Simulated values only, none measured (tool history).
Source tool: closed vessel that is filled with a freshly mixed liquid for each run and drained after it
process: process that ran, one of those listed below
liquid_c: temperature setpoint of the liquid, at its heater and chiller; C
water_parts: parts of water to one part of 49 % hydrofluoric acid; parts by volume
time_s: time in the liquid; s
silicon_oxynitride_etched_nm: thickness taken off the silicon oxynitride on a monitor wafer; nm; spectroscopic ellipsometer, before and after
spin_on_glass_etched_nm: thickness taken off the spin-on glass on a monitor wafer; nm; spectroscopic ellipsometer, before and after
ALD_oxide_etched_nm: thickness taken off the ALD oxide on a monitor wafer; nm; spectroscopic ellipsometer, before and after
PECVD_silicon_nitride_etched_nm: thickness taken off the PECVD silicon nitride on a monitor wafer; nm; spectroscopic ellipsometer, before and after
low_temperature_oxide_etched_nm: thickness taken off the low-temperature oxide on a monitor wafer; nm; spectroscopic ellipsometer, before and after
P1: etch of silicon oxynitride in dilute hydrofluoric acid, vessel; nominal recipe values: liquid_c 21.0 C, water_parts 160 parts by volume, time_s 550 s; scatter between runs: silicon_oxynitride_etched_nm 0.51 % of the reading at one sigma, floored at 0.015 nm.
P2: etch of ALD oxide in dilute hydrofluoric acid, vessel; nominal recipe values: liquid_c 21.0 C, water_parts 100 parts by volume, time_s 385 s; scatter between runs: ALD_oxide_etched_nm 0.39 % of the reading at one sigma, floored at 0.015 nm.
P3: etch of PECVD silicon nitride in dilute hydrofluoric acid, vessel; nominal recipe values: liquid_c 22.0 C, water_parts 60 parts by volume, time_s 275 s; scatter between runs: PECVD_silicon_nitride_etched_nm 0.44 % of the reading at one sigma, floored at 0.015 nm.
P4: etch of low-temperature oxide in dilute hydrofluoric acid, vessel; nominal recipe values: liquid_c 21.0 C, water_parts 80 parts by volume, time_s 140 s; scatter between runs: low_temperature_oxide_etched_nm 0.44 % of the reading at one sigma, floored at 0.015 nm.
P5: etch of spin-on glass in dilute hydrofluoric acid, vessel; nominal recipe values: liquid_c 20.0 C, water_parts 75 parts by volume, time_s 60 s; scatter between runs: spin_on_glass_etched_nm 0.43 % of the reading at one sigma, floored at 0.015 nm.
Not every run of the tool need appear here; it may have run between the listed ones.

run	hour	process	liquid_c	water_parts	time_s	hours since the thermometer was replaced	hours since the hydrofluoric acid flow meter was replaced	silicon_oxynitride_etched_nm	spin_on_glass_etched_nm	ALD_oxide_etched_nm	PECVD_silicon_nitride_etched_nm	low_temperature_oxide_etched_nm
1	14.0	P1	21.0	160	550	416.1	411.2	12.2890				
2	25.3	P1	25.5	160	550	427.4	422.5	15.0170				
3	32.0	P5	20.0	20	60	434.1	429.2		192.160			
4	43.4	P1	21.0	160	550	445.5	440.6	12.3630				
5	53.2	P5	20.0	75	60	455.3	450.4		48.073			
6	62.3	P1	21.0	160	550	464.4	459.5	12.3050				
7	71.3	P2	21.0	100	385	473.4	468.5			33.439		
8	81.0	P3	22.0	60	275	483.1	478.2				20.392	
9	91.0	P1	21.0	235	550	493.1	488.2	7.9886				
10	104.2	P4	21.0	80	230	506.3	501.4					35.968
11	112.5	P1	21.0	160	965	514.6	509.7	21.5300				
12	121.7	P3	22.0	20	275	523.8	518.9				58.776	
13	136.9	P2	17.0	100	385	539.0	534.1			28.362		
14	151.3	P1	21.0	160	550	553.4	548.5	12.2970				
15	160.6	P5	27.5	75	60	562.7	557.8		65.989			
16	171.8	P3	22.0	60	275	573.9	569.0				20.240	
17	178.9	P5	20.0	75	30	581.0	576.1		24.380			
# hour 189.8: hydrofluoric acid flow meter replaced
18	193.8	P3	22.0	60	450	595.9	4.0				33.507	
19	201.6	P1	21.0	160	85	603.7	11.8	1.8924				
20	212.2	P1	21.0	100	550	614.3	22.4	20.4470				
21	219.8	P4	21.0	80	140	621.9	30.0					22.017
22	235.2	P4	21.0	145	140	637.3	45.4					11.245
23	244.1	P1	17.0	35	550	646.2	54.3	49.7690				
24	256.9	P4	25.0	80	140	659.0	67.1					25.978
25	267.3	P2	21.0	150	385	669.4	77.5			21.096		
26	274.3	P1	21.0	160	550	676.4	84.5	12.1380				
27	284.7	P3	28.5	60	275	686.8	94.9				31.524	
28	299.2	P1	21.0	160	550	701.3	109.4	12.1650				
29	309.0	P1	17.0	275	550	711.1	119.2	5.5428				
30	323.5	P2	21.0	100	730	725.6	133.7			63.420		
31	335.7	P1	17.0	160	550	737.8	145.9	10.1180				

Expected results for the next run?
32	350.3	P1	21.0	160	550	752.4	160.5	?				

Run 32 measured silicon_oxynitride_etched_nm 12.3710 nm.
